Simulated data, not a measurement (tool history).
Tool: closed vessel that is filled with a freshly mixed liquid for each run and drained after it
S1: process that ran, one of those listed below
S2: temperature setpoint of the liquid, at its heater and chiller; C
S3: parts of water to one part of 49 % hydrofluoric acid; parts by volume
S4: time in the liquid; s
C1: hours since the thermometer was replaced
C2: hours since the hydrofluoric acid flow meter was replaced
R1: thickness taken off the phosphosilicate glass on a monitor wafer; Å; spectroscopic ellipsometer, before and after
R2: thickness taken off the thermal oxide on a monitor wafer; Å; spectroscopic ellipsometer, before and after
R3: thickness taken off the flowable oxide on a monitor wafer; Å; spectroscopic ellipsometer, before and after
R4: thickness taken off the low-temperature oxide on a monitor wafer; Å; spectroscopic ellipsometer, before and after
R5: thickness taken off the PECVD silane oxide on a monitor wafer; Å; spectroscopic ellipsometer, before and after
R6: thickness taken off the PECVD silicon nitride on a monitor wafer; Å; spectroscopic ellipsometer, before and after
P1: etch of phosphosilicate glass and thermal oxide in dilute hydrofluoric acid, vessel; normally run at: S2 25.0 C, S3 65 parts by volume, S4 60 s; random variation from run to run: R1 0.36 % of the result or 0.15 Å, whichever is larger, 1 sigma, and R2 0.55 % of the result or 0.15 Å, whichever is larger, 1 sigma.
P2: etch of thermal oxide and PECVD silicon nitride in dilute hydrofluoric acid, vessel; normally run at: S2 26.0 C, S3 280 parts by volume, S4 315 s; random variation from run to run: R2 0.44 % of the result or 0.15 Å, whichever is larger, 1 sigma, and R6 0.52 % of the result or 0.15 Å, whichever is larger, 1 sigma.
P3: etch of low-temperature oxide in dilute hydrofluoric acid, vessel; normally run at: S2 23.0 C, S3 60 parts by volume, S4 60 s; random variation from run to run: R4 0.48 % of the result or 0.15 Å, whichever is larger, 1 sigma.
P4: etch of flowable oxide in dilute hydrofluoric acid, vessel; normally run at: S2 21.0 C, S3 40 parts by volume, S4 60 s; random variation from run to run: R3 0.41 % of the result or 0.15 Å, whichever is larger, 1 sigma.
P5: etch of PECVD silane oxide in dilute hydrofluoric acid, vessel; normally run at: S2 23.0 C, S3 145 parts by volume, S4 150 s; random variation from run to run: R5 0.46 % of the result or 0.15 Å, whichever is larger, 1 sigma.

{"run": 1, "hour": 6.1, "S1": "P1", "S2": 25.0, "S3": 65, "S4": 60, "C1": 856.0, "C2": 595.7, "R1": 964.94, "R2": 44.736}
{"run": 2, "hour": 11.2, "S1": "P4", "S2": 21.0, "S3": 40, "S4": 60, "C1": 861.1, "C2": 600.8, "R3": 421.76}
{"run": 3, "hour": 16.9, "S1": "P3", "S2": 23.0, "S3": 20, "S4": 60, "C1": 866.8, "C2": 606.5, "R4": 668.71}
{"run": 4, "hour": 22.8, "S1": "P5", "S2": 23.0, "S3": 30, "S4": 150, "C1": 872.7, "C2": 612.4, "R5": 961.27}
{"run": 5, "hour": 28.6, "S1": "P2", "S2": 18.0, "S3": 280, "S4": 315, "C1": 878.5, "C2": 618.2, "R2": 33.557, "R6": 28.32}
{"run": 6, "hour": 35.8, "S1": "P5", "S2": 23.0, "S3": 145, "S4": 150, "C1": 885.7, "C2": 625.4, "R5": 172.37}
{"run": 7, "hour": 40.4, "S1": "P5", "S2": 30.5, "S3": 145, "S4": 150, "C1": 890.3, "C2": 630.0, "R5": 228.5}
{"run": 8, "hour": 47.9, "S1": "P3", "S2": 23.0, "S3": 60, "S4": 60, "C1": 897.8, "C2": 637.5, "R4": 210.22}
{"run": 9, "hour": 53.1, "S1": "P2", "S2": 26.0, "S3": 280, "S4": 315, "C1": 903.0, "C2": 642.7, "R2": 44.91, "R6": 46.321}
{"run": 10, "hour": 59.0, "S1": "P1", "S2": 25.0, "S3": 65, "S4": 100, "C1": 908.9, "C2": 648.6, "R1": 1613.2, "R2": 75.144}
{"run": 11, "hour": 66.7, "S1": "P2", "S2": 26.0, "S3": 430, "S4": 315, "C1": 916.6, "C2": 656.3, "R2": 25.313, "R6": 29.978}
{"run": 12, "hour": 70.5, "S1": "P4", "S2": 17.0, "S3": 40, "S4": 60, "C1": 920.4, "C2": 660.1, "R3": 359.34}
{"run": 13, "hour": 77.5, "S1": "P3", "S2": 23.0, "S3": 60, "S4": 30, "C1": 927.4, "C2": 667.1, "R4": 105.51}
{"run": 14, "hour": 85.4, "S1": "P1", "S2": 25.0, "S3": 35, "S4": 60, "C1": 935.3, "C2": 675.0, "R1": 1864.6, "R2": 86.328}
{"run": 15, "hour": 89.1, "S1": "P1", "S2": 25.0, "S3": 65, "S4": 60, "C1": 939.0, "C2": 678.7, "R1": 966.74, "R2": 44.869}
{"run": 16, "hour": 94.5, "S1": "P2", "S2": 26.0, "S3": 280, "S4": 35, "C1": 944.4, "C2": 684.1, "R2": 4.8985, "R6": 5.3497}
{"run": 17, "hour": 100.9, "S1": "P1", "S2": 25.0, "S3": 65, "S4": 60, "C1": 950.8, "C2": 690.5, "R1": 967.44, "R2": 44.635}
{"run": 18, "hour": 104.5, "S1": "P5", "S2": 23.0, "S3": 145, "S4": 245, "C1": 954.4, "C2": 694.1, "R5": 281.52}
{"run": 19, "hour": 108.7, "S1": "P1", "S2": 18.0, "S3": 65, "S4": 60, "C1": 958.6, "C2": 698.3, "R1": 724.13, "R2": 33.467}
{"run": 20, "hour": 113.5, "S1": "P1", "S2": 25.0, "S3": 65, "S4": 30, "C1": 963.4, "C2": 703.1, "R1": 484.85, "R2": 22.639}

Forecast run 21:
{"run": 21, "hour": 119.5, "S1": "P1", "S2": 25.0, "S3": 65, "S4": 60, "C1": 969.4, "C2": 709.1, "R1": "?", "R2": "?"}

{"run 21": {"R1": 966.83, "R2": 45.259}}
